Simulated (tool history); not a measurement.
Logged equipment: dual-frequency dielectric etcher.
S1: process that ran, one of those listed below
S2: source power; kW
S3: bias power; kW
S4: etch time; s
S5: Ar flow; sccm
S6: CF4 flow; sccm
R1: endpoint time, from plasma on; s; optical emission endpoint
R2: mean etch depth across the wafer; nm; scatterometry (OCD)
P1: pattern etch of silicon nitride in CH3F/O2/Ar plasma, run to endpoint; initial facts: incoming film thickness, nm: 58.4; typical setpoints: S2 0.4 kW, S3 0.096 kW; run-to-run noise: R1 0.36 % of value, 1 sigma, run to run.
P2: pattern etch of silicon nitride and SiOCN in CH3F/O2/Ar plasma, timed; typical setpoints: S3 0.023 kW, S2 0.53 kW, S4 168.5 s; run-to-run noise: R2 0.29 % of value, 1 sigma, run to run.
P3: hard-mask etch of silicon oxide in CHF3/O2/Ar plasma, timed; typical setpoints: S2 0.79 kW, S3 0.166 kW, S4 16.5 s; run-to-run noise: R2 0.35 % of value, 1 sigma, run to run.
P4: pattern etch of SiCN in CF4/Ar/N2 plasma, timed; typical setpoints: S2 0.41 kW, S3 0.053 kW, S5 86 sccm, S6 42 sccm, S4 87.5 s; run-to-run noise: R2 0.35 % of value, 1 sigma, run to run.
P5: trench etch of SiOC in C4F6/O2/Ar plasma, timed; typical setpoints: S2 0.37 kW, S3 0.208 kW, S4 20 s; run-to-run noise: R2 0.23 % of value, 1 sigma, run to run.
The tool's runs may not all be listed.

run    day  S1    S2     S3     S4   S5  S6      R1      R2
  1  0.225  P1   0.4  0.096                  77.485
  2  0.375  P3  0.79  0.124   16.5                   33.408
  3    0.7  P1  0.32  0.096                  83.763
  4  0.988  P5  0.37  0.208   11.5                   24.959
  5  1.288  P3  0.79  0.166   16.5                   36.726
  6  1.479  P1   0.4  0.076                  84.618
  7  1.675  P4  0.41  0.053   87.5   86  42          58.391
  8  1.962  P4  0.41  0.053   87.5   86  27          53.853
  9  2.192  P3  1.12  0.166   16.5                   42.069
 10    2.5  P4  0.41  0.053    128   86  42          85.144
 11  2.692  P1  0.33  0.065                  96.344
 12  2.883  P5  0.37  0.208     20                   43.422
 13  3.179  P1   0.4  0.096                      78
 14  3.383  P1   0.4  0.096                  78.157
 15  3.538  P2  0.53  0.023  168.5                   25.956
 16  3.733  P5  0.52  0.208     20                    49.48
 17  3.888  P4  0.26  0.053   87.5   86  42           38.97
 18  4.079  P1   0.5  0.096                   71.48
 19   4.35  P1   0.4  0.096                  77.393
 20  4.492  P5  0.37  0.208     20                   43.316
 21  4.804  P1  0.49  0.078                  77.363
 22  5.079  P1   0.4  0.096                  77.566
 23  5.383  P2  0.53  0.014  168.5                   21.078
 24  5.567  P4  0.41  0.053   87.5  109  42          55.791
 25  5.783  P4  0.41  0.053   87.5   86  42          58.369
 26  5.967  P1   0.4  0.096                  77.823
 27   6.15  P1   0.4  0.096                  77.761
 28  6.408  P3  0.79  0.166      9                   19.888
     6.625  -- wet clean of the chamber
 29  6.721  P2  0.53  0.023    245                   37.501
 30  6.962  P1   0.4  0.129                  69.567
 31  7.254  P5  0.37  0.148     20                    39.02
 32  7.462  P3  0.79  0.166   16.5                   36.564
 33  7.738  P2  0.38  0.023  168.5                   22.992
 34    7.9  P4  0.41  0.067   87.5   86  42          63.342
 35  8.058  P1   0.4  0.096                  77.924
 36  8.217  P1   0.4  0.096                  77.682
 37  8.525  P1   0.4  0.096                  78.735
 38  8.738  P1   0.4  0.096                  78.013
 39   8.95  P1   0.4  0.096                  79.251
 40  9.158  P1   0.4  0.096                  79.013
     9.188  -- wet clean of the chamber
 41  9.404  P1   0.4  0.096                  79.079
 42  9.696  P1   0.4  0.096                  78.808

Something has made what P1 gives creep away from where it was; the 2 causes below, each at its own stated size, fit the log equally well:
A: source power that arrives under what is set, % = 4.68
B: bias power that arrives under what is set, % = 4.81
Onset of the creep was near day 8.058.
Every other cause this tool's parts could produce, and why it does not fit the log:
chamber walls in a state that lowers the etch rate, %: serviced after onset, at day 9.188, with no recovery of the prior output

Listed below are the offered check runs, one wafer per run, with question marks in place of results. For which of them would the causes give clearly different outcomes?
check 1  9.988  P2  0.43  0.023   244               ?
check 2  9.988  P5  0.44  0.208    20               ?
check 3  9.988  P4  0.35  0.053  87.5  86  42       ?
check 4  9.988  P3   1.1  0.166  13.5               ?

If the cause were each of the candidates in turn, the checks would give the following:
  check  result    if A    if B
check 1      R2  34.314  34.133
check 2      R2  45.541  45.661
check 3      R2  48.668  49.889
check 4      R2  33.273  33.379
Per check, the gap between the least separated pair of causes, taken in the result that splits them most: check 1 0.53 %; check 2 0.26 %; check 3 2.48 %; check 4 0.32 %
Check 3 is the one run that separates the causes; every other check would come out nearly the same whichever cause is at work.

The results of check 3 are: R2 48.469 nm. Based on these, which of the listed causes is it?

It is A: source power that arrives under what is set, %.
